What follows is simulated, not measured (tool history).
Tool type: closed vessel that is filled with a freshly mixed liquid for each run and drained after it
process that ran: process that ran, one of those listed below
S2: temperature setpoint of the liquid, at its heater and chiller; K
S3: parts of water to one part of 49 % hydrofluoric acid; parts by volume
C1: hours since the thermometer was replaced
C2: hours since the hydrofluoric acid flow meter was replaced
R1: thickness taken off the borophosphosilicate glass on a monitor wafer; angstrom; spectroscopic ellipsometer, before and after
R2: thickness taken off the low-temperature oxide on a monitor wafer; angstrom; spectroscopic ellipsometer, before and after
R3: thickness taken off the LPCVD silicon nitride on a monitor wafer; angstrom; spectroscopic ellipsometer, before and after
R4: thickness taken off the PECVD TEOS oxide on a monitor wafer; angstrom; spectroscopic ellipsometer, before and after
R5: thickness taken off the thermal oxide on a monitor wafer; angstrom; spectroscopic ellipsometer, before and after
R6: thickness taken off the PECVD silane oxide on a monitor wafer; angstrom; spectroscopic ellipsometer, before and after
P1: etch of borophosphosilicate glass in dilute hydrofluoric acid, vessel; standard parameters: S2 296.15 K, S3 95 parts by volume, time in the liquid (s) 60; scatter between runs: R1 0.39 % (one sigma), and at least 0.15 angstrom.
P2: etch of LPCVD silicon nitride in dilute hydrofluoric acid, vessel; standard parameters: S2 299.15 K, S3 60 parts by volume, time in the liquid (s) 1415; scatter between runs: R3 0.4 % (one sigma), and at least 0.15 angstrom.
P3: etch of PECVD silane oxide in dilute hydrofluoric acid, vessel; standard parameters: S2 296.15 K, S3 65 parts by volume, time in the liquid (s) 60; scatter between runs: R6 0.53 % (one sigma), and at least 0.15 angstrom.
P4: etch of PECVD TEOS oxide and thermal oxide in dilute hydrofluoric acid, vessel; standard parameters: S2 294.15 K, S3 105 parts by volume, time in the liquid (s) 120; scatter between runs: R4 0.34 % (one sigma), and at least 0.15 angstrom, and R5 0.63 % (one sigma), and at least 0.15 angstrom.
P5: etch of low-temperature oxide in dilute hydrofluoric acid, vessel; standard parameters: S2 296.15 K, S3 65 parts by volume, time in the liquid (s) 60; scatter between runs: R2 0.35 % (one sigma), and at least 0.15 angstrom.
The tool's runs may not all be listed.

{"run": 1, "hour": 11.7, "process that ran": "P1", "S2": 296.15, "S3": 95, "time in the liquid (s)": 60, "C1": 1923.2, "C2": 950.1, "R1": 377.8}
{"run": 2, "hour": 22.8, "process that ran": "P1", "S2": 296.15, "S3": 95, "time in the liquid (s)": 60, "C1": 1934.3, "C2": 961.2, "R1": 377.72}
{"run": 3, "hour": 37.1, "process that ran": "P5", "S2": 290.15, "S3": 65, "time in the liquid (s)": 60, "C1": 1948.6, "C2": 975.5, "R2": 128.68}
{"run": 4, "hour": 45.6, "process that ran": "P1", "S2": 296.15, "S3": 95, "time in the liquid (s)": 60, "C1": 1957.1, "C2": 984.0, "R1": 378.18}
{"hour": 50.4, "done": "thermometer replaced"}
{"run": 5, "hour": 55.1, "process that ran": "P1", "S2": 301.15, "S3": 95, "time in the liquid (s)": 30, "C1": 4.7, "C2": 993.5, "R1": 228.75}
{"run": 6, "hour": 67.7, "process that ran": "P1", "S2": 301.15, "S3": 95, "time in the liquid (s)": 60, "C1": 17.3, "C2": 1006.1, "R1": 458.7}
{"run": 7, "hour": 77.4, "process that ran": "P5", "S2": 296.15, "S3": 65, "time in the liquid (s)": 60, "C1": 27.0, "C2": 1015.8, "R2": 166.91}
{"run": 8, "hour": 89.7, "process that ran": "P2", "S2": 299.15, "S3": 60, "time in the liquid (s)": 1415, "C1": 39.3, "C2": 1028.1, "R3": 123.08}
{"run": 9, "hour": 99.6, "process that ran": "P2", "S2": 299.15, "S3": 60, "time in the liquid (s)": 2605, "C1": 49.2, "C2": 1038.0, "R3": 225.74}
{"run": 10, "hour": 112.1, "process that ran": "P4", "S2": 294.15, "S3": 65, "time in the liquid (s)": 120, "C1": 61.7, "C2": 1050.5, "R4": 266.96, "R5": 85.261}
{"run": 11, "hour": 126.0, "process that ran": "P4", "S2": 290.15, "S3": 105, "time in the liquid (s)": 120, "C1": 75.6, "C2": 1064.4, "R4": 134.37, "R5": 42.918}
{"run": 12, "hour": 139.0, "process that ran": "P2", "S2": 299.15, "S3": 90, "time in the liquid (s)": 1415, "C1": 88.6, "C2": 1077.4, "R3": 82.231}
{"run": 13, "hour": 153.1, "process that ran": "P3", "S2": 296.15, "S3": 65, "time in the liquid (s)": 110, "C1": 102.7, "C2": 1091.5, "R6": 466.23}
{"run": 14, "hour": 166.5, "process that ran": "P1", "S2": 296.15, "S3": 135, "time in the liquid (s)": 60, "C1": 116.1, "C2": 1104.9, "R1": 253.54}
{"run": 15, "hour": 175.6, "process that ran": "P1", "S2": 296.15, "S3": 95, "time in the liquid (s)": 105, "C1": 125.2, "C2": 1114.0, "R1": 657.72}
{"run": 16, "hour": 187.4, "process that ran": "P2", "S2": 293.65, "S3": 60, "time in the liquid (s)": 1415, "C1": 137.0, "C2": 1125.8, "R3": 85.15}
{"run": 17, "hour": 195.8, "process that ran": "P3", "S2": 296.15, "S3": 65, "time in the liquid (s)": 60, "C1": 145.4, "C2": 1134.2, "R6": 254.15}
{"run": 18, "hour": 207.3, "process that ran": "P1", "S2": 296.15, "S3": 95, "time in the liquid (s)": 60, "C1": 156.9, "C2": 1145.7, "R1": 379.17}
{"run": 19, "hour": 223.0, "process that ran": "P1", "S2": 296.15, "S3": 55, "time in the liquid (s)": 60, "C1": 172.6, "C2": 1161.4, "R1": 690.47}
{"run": 20, "hour": 236.1, "process that ran": "P4", "S2": 294.15, "S3": 105, "time in the liquid (s)": 120, "C1": 185.7, "C2": 1174.5, "R4": 159.66, "R5": 50.262}
{"run": 21, "hour": 251.6, "process that ran": "P5", "S2": 296.15, "S3": 65, "time in the liquid (s)": 90, "C1": 201.2, "C2": 1190.0, "R2": 248.63}

Expected results for the next run?
{"run": 22, "hour": 264.6, "process that ran": "P5", "S2": 296.15, "S3": 30, "time in the liquid (s)": 60, "C1": 214.2, "C2": 1203.0, "R2": "?"}

{"run 22": {"R2": 377.76}}
